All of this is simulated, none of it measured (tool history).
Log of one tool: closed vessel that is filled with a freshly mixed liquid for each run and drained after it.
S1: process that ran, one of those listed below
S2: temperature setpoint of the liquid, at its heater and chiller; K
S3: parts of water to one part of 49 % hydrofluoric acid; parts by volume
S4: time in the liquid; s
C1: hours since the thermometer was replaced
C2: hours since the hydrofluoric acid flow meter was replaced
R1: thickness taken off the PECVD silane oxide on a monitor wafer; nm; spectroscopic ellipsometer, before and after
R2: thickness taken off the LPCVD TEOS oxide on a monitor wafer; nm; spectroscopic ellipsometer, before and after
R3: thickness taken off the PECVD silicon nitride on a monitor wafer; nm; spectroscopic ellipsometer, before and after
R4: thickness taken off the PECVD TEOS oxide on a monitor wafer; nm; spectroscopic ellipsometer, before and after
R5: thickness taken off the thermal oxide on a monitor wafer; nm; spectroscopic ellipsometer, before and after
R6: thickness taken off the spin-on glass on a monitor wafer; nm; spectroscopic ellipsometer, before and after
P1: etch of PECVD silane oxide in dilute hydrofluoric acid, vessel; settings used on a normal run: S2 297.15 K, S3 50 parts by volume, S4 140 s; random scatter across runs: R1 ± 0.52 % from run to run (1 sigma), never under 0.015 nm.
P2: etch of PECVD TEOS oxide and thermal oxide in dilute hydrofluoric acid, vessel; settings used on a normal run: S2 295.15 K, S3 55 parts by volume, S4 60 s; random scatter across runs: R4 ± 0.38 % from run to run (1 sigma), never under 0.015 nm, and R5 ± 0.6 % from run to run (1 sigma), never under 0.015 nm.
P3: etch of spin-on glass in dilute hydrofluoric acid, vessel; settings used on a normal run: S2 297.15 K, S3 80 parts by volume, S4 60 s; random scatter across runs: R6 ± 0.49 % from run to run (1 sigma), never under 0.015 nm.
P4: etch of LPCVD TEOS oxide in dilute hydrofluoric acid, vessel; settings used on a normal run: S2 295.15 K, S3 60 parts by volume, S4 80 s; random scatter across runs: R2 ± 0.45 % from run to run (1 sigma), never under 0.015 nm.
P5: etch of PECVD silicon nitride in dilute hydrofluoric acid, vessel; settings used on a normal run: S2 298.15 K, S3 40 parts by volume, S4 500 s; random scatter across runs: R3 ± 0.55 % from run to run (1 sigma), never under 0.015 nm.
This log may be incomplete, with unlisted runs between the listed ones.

run,hour,S1,S2,S3,S4,C1,C2,R1,R2,R3,R4,R5,R6
1,12.6,P1,297.15,50,140,784.6,837.8,46.304,,,,,
2,23.1,P4,295.15,60,30,795.1,848.3,,12.89,,,,
3,32.5,P5,298.15,20,500,804.5,857.7,,,60.738,,,
4,42,P1,297.15,50,140,814,867.2,46.512,,,,,
5,54.6,P1,297.15,50,140,826.6,879.8,46.181,,,,,
6,64.3,P1,297.15,50,140,836.3,889.5,45.888,,,,,
7,76.9,P1,297.15,50,140,848.9,902.1,46.35,,,,,
8,85.5,P2,290.15,55,60,857.5,910.7,,,,13.005,4.1172,
9,93.1,P1,290.15,50,140,865.1,918.3,34.258,,,,,
10,103.1,P2,295.15,55,60,875.1,928.3,,,,16.164,5.0393,
11,116.8,P1,297.15,75,140,888.8,942,29.559,,,,,
12,123.9,P3,297.15,80,60,895.9,949.1,,,,,,38.502
13,131,P1,297.15,50,240,903,956.2,79.073,,,,,
14,139.8,P4,295.15,60,80,911.8,965,,34.372,,,,
15,151,P5,292.15,40,500,923,976.2,,,20.538,,,
16,156.9,P1,293.15,50,200,928.9,982.1,55.517,,,,,
17,168.5,P1,302.65,50,140,940.5,993.7,57.62,,,,,
18,177.3,P5,298.15,40,200,949.3,1002.5,,,12.332,,,
19,188.2,P4,300.15,60,80,960.2,1013.4,,42.345,,,,
20,200.1,P3,297.15,145,60,972.1,1025.3,,,,,,19.628
21,206.9,P3,290.65,80,60,978.9,1032.1,,,,,,29.119
22,218.2,P5,298.15,40,500,990.2,1043.4,,,30.948,,,
23,231.7,P1,304.15,85,140,1003.7,1056.9,33.891,,,,,
24,245.1,P3,297.15,80,60,1017.1,1070.3,,,,,,38.29
25,255.4,P2,295.15,55,90,1027.4,1080.6,,,,24.173,7.6382,
26,262.6,P1,292.15,50,255,1034.6,1087.8,68.206,,,,,
27,272.7,P2,295.15,20,60,1044.7,1097.9,,,,46.263,14.581,
28,283,P1,297.15,50,30,1055,1108.2,9.8434,,,,,
29,294.6,P3,297.15,80,30,1066.6,1119.8,,,,,,19.24
30,306.9,P2,295.15,55,60,1078.9,1132.1,,,,16.131,5.0033,
31,318.5,P5,298.15,40,500,1090.5,1143.7,,,31.149,,,
32,331.4,P4,295.15,85,80,1103.4,1156.6,,23.76,,,,
33,341.2,P1,297.15,20,140,1113.2,1166.4,118.78,,,,,
34,349.6,P1,297.15,50,140,1121.6,1174.8,46.328,,,,,
35,361,P1,297.15,50,140,1133,1186.2,48.692,,,,,
36,373.7,P1,297.15,50,140,1145.7,1198.9,49.093,,,,,
37,385.6,P1,297.15,50,140,1157.6,1210.8,50.19,,,,,
38,396.8,P1,297.15,50,140,1168.8,1222,50.412,,,,,
39,404.6,P1,297.15,50,140,1176.6,1229.8,50.033,,,,,
40,412.8,P1,297.15,50,140,1184.8,1238,50.865,,,,,

What P1 gives has crept away from where it was. These 2 causes fit the log equally well, each at the size given:
A: liquid hotter than its thermometer reads (K) = 2.17
B: hydrofluoric acid flow above the setpoint (%) = 8.68
Creep in the process output first set in at about hour 349.6.

Below are 4 check runs, each on a single wafer, with their results shown as question marks. Which of them would tell the listed causes apart, meaning the causes would give clearly different results under it?
check 1,421,P4,295.15,60,80,,,,?,,,,
check 2,421,P2,295.15,55,60,,,,,,?,?,
check 3,421,P3,297.15,80,60,,,,,,,,?
check 4,421,P5,298.15,40,500,,,,,?,,,

How each check would come out, cause by cause:
check,result,if A,if B
check 1,R2,37.698,37.695
check 2,R4,17.635,17.619
check 2,R5,5.5099,5.505
check 3,R6,41.818,42.025
check 4,R3,35.929,33.707
Minimum pairwise separation of causes per check, each pair taken at its best-separating result: check 1 0.01 %; check 2 0.09 %; check 3 0.49 %; check 4 6.39 %
Check 4 distinguishes between the causes, while the remaining checks would return nearly the same result for all of them.

With check 4 done, the readings were: R3 35.955 nm. Identify which of the listed causes applies.

Of the candidate causes, it is A: liquid hotter than its thermometer reads (K).

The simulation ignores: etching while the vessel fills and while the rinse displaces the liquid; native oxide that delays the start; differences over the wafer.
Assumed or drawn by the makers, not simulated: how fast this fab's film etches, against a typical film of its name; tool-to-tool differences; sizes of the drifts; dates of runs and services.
